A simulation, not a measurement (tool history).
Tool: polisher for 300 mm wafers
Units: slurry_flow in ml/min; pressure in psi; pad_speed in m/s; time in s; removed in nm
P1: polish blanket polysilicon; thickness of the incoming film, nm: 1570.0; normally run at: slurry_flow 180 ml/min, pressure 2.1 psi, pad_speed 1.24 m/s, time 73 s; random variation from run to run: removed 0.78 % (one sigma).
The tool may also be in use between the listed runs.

{"run": 1, "hour": 7.8, "slurry_flow": 180, "pressure": 2.1, "pad_speed": 1.24, "time": 73, "removed": 531.32}
{"run": 2, "hour": 21.1, "slurry_flow": 275, "pressure": 2.1, "pad_speed": 1.24, "time": 73, "removed": 547.7}
{"run": 3, "hour": 36.0, "slurry_flow": 180, "pressure": 3.2, "pad_speed": 1.24, "time": 73, "removed": 800.58}
{"run": 4, "hour": 44.9, "slurry_flow": 180, "pressure": 2.1, "pad_speed": 1.24, "time": 34, "removed": 244.97}
{"run": 5, "hour": 58.7, "slurry_flow": 180, "pressure": 2.1, "pad_speed": 1.88, "time": 73, "removed": 793.54}
{"run": 6, "hour": 66.7, "slurry_flow": 180, "pressure": 2.1, "pad_speed": 0.72, "time": 73, "removed": 305.08}
{"run": 7, "hour": 83.3, "slurry_flow": 180, "pressure": 2.1, "pad_speed": 1.24, "time": 73, "removed": 530.7}
{"run": 8, "hour": 93.3, "slurry_flow": 180, "pressure": 2.1, "pad_speed": 1.24, "time": 73, "removed": 533.75}
{"run": 9, "hour": 110.3, "slurry_flow": 250, "pressure": 2.1, "pad_speed": 1.78, "time": 73, "removed": 796.76}
{"run": 10, "hour": 119.0, "slurry_flow": 180, "pressure": 2.1, "pad_speed": 1.24, "time": 73, "removed": 534.02}
{"run": 11, "hour": 127.0, "slurry_flow": 180, "pressure": 1.1, "pad_speed": 1.24, "time": 73, "removed": 280.34}
{"run": 12, "hour": 136.6, "slurry_flow": 180, "pressure": 3.0, "pad_speed": 1.94, "time": 73, "removed": 1200.6}
{"run": 13, "hour": 153.8, "slurry_flow": 110, "pressure": 2.1, "pad_speed": 1.24, "time": 73, "removed": 473.5}
{"run": 14, "hour": 167.2, "slurry_flow": 180, "pressure": 2.1, "pad_speed": 1.24, "time": 112, "removed": 809.36}
{"run": 15, "hour": 179.0, "slurry_flow": 180, "pressure": 2.1, "pad_speed": 1.24, "time": 73, "removed": 527.87}
{"run": 16, "hour": 187.1, "slurry_flow": 180, "pressure": 2.1, "pad_speed": 1.24, "time": 73, "removed": 533.12}
{"run": 17, "hour": 200.0, "slurry_flow": 180, "pressure": 2.1, "pad_speed": 1.24, "time": 73, "removed": 519.36}
{"run": 18, "hour": 215.9, "slurry_flow": 180, "pressure": 2.1, "pad_speed": 1.24, "time": 73, "removed": 506.64}
{"run": 19, "hour": 231.7, "slurry_flow": 180, "pressure": 2.1, "pad_speed": 1.24, "time": 73, "removed": 493.67}
{"hour": 243.8, "done": "worn pad replaced by a new one"}
{"run": 20, "hour": 247.5, "slurry_flow": 180, "pressure": 2.1, "pad_speed": 1.24, "time": 73, "removed": 488.2}
{"run": 21, "hour": 255.4, "slurry_flow": 180, "pressure": 2.1, "pad_speed": 1.24, "time": 73, "removed": 491.24}
{"run": 22, "hour": 270.5, "slurry_flow": 180, "pressure": 2.1, "pad_speed": 1.24, "time": 73, "removed": 489.63}
{"run": 23, "hour": 283.8, "slurry_flow": 180, "pressure": 2.1, "pad_speed": 1.24, "time": 73, "removed": 485.18}
{"run": 24, "hour": 297.2, "slurry_flow": 180, "pressure": 2.1, "pad_speed": 1.24, "time": 73, "removed": 482.77}
{"run": 25, "hour": 313.1, "slurry_flow": 180, "pressure": 2.1, "pad_speed": 1.24, "time": 73, "removed": 484.42}
{"run": 26, "hour": 321.6, "slurry_flow": 180, "pressure": 2.1, "pad_speed": 1.24, "time": 73, "removed": 480.74}

What P1 gives has crept away from where it was. These 2 causes fit the log equally well, each at the size given:
A: slurry flow missing at the pad, % = 38.6
B: head's pressure below its setpoint, % = 8.62
The creep began at about hour 187.1.
Why every other cause is out:
removal rate lost through wear of the pad, %: serviced at hour 243.8, which brought nothing back

4 check runs are offered, each on 3 wafers whose results are averaged, their results left as question marks. Which one tells the causes apart?
{"run": "check 1", "hour": 330.1, "slurry_flow": 125, "pressure": 2.1, "pad_speed": 1.24, "time": 43, "removed": "?"}
{"run": "check 2", "hour": 330.1, "slurry_flow": 180, "pressure": 2.1, "pad_speed": 0.78, "time": 111, "removed": "?"}
{"run": "check 3", "hour": 330.1, "slurry_flow": 180, "pressure": 1.6, "pad_speed": 1.24, "time": 111, "removed": "?"}
{"run": "check 4", "hour": 330.1, "slurry_flow": 180, "pressure": 2.6, "pad_speed": 1.24, "time": 35, "removed": "?"}

What each check would give under each cause:
check=check_1 result=removed if_A=257.68 if_B=266.80
check=check_2 result=removed if_A=461.62 if_B=461.58
check=check_3 result=removed if_A=559.13 if_B=559.08
check=check_4 result=removed if_A=286.49 if_B=286.46
How far apart the two closest causes lie, in the result that separates them most: check 1 3.48 %; check 2 0.01 %; check 3 0.01 %; check 4 0.01 %
Check 1 tells the causes apart: in the others they would give nearly the same result.

Then check 1 was run and gave: removed 256.15 nm. Which cause is it?

It is A: slurry flow missing at the pad, %.

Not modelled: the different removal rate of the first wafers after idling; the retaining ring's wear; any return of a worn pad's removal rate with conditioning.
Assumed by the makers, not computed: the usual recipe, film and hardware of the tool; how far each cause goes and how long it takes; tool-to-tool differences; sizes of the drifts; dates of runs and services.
